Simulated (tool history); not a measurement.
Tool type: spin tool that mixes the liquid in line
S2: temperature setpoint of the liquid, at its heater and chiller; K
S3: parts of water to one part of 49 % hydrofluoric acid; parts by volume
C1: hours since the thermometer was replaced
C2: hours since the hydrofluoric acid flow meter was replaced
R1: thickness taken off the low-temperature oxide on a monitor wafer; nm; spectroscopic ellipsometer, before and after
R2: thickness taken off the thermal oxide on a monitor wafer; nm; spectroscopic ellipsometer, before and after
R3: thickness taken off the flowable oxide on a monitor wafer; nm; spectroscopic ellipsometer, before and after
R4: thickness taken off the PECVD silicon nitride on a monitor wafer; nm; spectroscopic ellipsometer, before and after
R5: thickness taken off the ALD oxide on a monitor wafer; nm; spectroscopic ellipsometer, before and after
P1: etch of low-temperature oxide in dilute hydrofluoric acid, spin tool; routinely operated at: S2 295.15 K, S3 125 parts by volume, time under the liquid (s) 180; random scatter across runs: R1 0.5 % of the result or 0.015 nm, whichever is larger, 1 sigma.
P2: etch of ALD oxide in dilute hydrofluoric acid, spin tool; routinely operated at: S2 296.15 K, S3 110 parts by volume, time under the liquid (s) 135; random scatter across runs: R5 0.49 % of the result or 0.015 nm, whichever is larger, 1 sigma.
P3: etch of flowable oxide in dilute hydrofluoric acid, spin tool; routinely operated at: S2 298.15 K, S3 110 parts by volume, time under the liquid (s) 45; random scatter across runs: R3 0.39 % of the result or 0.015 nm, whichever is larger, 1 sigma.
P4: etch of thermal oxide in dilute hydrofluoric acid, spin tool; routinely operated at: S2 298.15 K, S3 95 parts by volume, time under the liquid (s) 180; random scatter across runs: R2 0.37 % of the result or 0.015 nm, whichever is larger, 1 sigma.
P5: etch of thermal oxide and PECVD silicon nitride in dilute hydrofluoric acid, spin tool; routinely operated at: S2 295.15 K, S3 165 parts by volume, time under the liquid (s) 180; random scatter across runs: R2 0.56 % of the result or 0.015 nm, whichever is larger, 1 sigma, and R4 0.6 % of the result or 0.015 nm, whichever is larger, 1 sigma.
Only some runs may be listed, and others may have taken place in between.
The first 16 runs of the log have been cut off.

{"run": 17, "hour": 183.7, "process that ran": "P4", "S2": 298.15, "S3": 25, "time under the liquid (s)": 180, "C1": 866.4, "C2": 1488.7, "R2": 37.231}
{"run": 18, "hour": 197.2, "process that ran": "P1", "S2": 290.15, "S3": 215, "time under the liquid (s)": 180, "C1": 879.9, "C2": 1502.2, "R1": 15.077}
{"run": 19, "hour": 211.0, "process that ran": "P5", "S2": 295.15, "S3": 165, "time under the liquid (s)": 335, "C1": 893.7, "C2": 1516, "R2": 8.001, "R4": 7.242}
{"run": 20, "hour": 224.0, "process that ran": "P2", "S2": 296.15, "S3": 200, "time under the liquid (s)": 135, "C1": 906.7, "C2": 1529, "R5": 5.696}
{"run": 21, "hour": 234.1, "process that ran": "P1", "S2": 295.15, "S3": 125, "time under the liquid (s)": 180, "C1": 916.8, "C2": 1539.1, "R1": 34.631}
{"run": 22, "hour": 244.6, "process that ran": "P1", "S2": 295.15, "S3": 125, "time under the liquid (s)": 180, "C1": 927.3, "C2": 1549.6, "R1": 34.68}
{"run": 23, "hour": 252.7, "process that ran": "P1", "S2": 290.65, "S3": 175, "time under the liquid (s)": 180, "C1": 935.4, "C2": 1557.7, "R1": 19.58}
{"run": 24, "hour": 262.7, "process that ran": "P2", "S2": 296.15, "S3": 110, "time under the liquid (s)": 270, "C1": 945.4, "C2": 1567.7, "R5": 22.659}
{"run": 25, "hour": 273.4, "process that ran": "P1", "S2": 295.15, "S3": 40, "time under the liquid (s)": 345, "C1": 956.1, "C2": 1578.4, "R1": 229.27}
{"run": 26, "hour": 282.5, "process that ran": "P5", "S2": 295.15, "S3": 165, "time under the liquid (s)": 180, "C1": 965.2, "C2": 1587.5, "R2": 4.269, "R4": 3.867}
{"run": 27, "hour": 291.7, "process that ran": "P1", "S2": 295.15, "S3": 125, "time under the liquid (s)": 350, "C1": 974.4, "C2": 1596.7, "R1": 67.642}
{"run": 28, "hour": 300.8, "process that ran": "P3", "S2": 304.65, "S3": 110, "time under the liquid (s)": 45, "C1": 983.5, "C2": 1605.8, "R3": 23.655}
{"run": 29, "hour": 307.4, "process that ran": "P2", "S2": 296.15, "S3": 110, "time under the liquid (s)": 135, "C1": 990.1, "C2": 1612.4, "R5": 11.424}
{"run": 30, "hour": 321.8, "process that ran": "P3", "S2": 298.15, "S3": 110, "time under the liquid (s)": 45, "C1": 1004.5, "C2": 1626.8, "R3": 18.344}
{"run": 31, "hour": 331.4, "process that ran": "P1", "S2": 290.65, "S3": 125, "time under the liquid (s)": 180, "C1": 1014.1, "C2": 1636.4, "R1": 28.829}
{"run": 32, "hour": 344.8, "process that ran": "P3", "S2": 298.15, "S3": 35, "time under the liquid (s)": 45, "C1": 1027.5, "C2": 1649.8, "R3": 63.673}

Run 33 comes next. What will it give?
{"run": 33, "hour": 354.6, "process that ran": "P1", "S2": 299.65, "S3": 125, "time under the liquid (s)": 180, "C1": 1037.3, "C2": 1659.6, "R1": "?"}

Logged for run 33: R1 41.01 nm.

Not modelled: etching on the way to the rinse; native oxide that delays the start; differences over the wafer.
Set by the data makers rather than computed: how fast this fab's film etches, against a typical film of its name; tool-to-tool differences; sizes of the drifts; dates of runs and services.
